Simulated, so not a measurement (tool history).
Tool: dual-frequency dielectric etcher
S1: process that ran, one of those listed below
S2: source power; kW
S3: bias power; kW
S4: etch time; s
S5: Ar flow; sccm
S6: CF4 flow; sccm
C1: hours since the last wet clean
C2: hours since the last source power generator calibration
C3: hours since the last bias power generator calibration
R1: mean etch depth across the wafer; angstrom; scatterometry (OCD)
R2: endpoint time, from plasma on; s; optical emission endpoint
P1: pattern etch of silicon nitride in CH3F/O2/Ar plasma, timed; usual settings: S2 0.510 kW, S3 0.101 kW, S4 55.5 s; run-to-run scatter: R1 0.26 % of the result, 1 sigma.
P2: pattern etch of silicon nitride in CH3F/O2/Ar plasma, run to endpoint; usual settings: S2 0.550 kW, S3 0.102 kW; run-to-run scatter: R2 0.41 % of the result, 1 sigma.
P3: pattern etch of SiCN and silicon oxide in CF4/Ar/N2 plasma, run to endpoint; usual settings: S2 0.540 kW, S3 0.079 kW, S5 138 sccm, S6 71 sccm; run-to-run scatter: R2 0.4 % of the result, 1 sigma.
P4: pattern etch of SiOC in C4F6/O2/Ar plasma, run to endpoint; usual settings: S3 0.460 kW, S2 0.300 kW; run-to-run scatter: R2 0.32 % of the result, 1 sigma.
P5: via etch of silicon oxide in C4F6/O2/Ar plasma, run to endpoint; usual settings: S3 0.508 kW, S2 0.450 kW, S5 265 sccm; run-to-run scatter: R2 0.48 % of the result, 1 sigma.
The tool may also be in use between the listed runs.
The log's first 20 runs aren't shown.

Run 21, day 11.883: S1 P3, S2 0.540 kW, S3 0.079 kW, S5 138 sccm, S6 71 sccm; C1 579.3; C2 1542.7; C3 1433.2. Result: R2 13.0160 s.
Run 22, day 12.550: S1 P1, S2 0.510 kW, S3 0.101 kW, S4 73.5 s; C1 595.3; C2 1558.7; C3 1449.2. Result: R1 649.80 angstrom.
Run 23, day 13.071: S1 P1, S2 0.510 kW, S3 0.101 kW, S4 55.5 s; C1 607.8; C2 1571.2; C3 1461.7. Result: R1 491.16 angstrom.
Run 24, day 13.617: S1 P1, S2 0.510 kW, S3 0.101 kW, S4 55.5 s; C1 620.9; C2 1584.3; C3 1474.8. Result: R1 488.61 angstrom.
Run 25, day 14.242: S1 P1, S2 0.360 kW, S3 0.068 kW, S4 55.5 s; C1 635.9; C2 1599.3; C3 1489.8. Result: R1 372.96 angstrom.
Run 26, day 14.975: S1 P5, S2 0.450 kW, S3 0.508 kW, S5 164 sccm; C1 653.5; C2 1616.9; C3 1507.4. Result: R2 18.9180 s.
Run 27, day 15.342: S1 P5, S2 0.450 kW, S3 0.387 kW, S5 265 sccm; C1 662.3; C2 1625.7; C3 1516.2. Result: R2 22.1500 s.
Run 28, day 15.675: S1 P1, S2 0.510 kW, S3 0.101 kW, S4 32.5 s; C1 670.3; C2 1633.7; C3 1524.2. Result: R1 287.25 angstrom.
Run 29, day 16.054: S1 P2, S2 0.550 kW, S3 0.063 kW; C1 679.4; C2 1642.8; C3 1533.3. Result: R2 73.8420 s.
Run 30, day 16.562: S1 P1, S2 0.510 kW, S3 0.101 kW, S4 55.5 s; C1 691.6; C2 1655.0; C3 1545.5. Result: R1 489.56 angstrom.

The next listed run, before its measurement:
Run 31, day 17.242: S1 P1, S2 0.510 kW, S3 0.101 kW, S4 55.5 s; C1 707.9; C2 1671.3; C3 1561.8. Result: R1 ?.

{"run 31": {"R1": 485.33}}
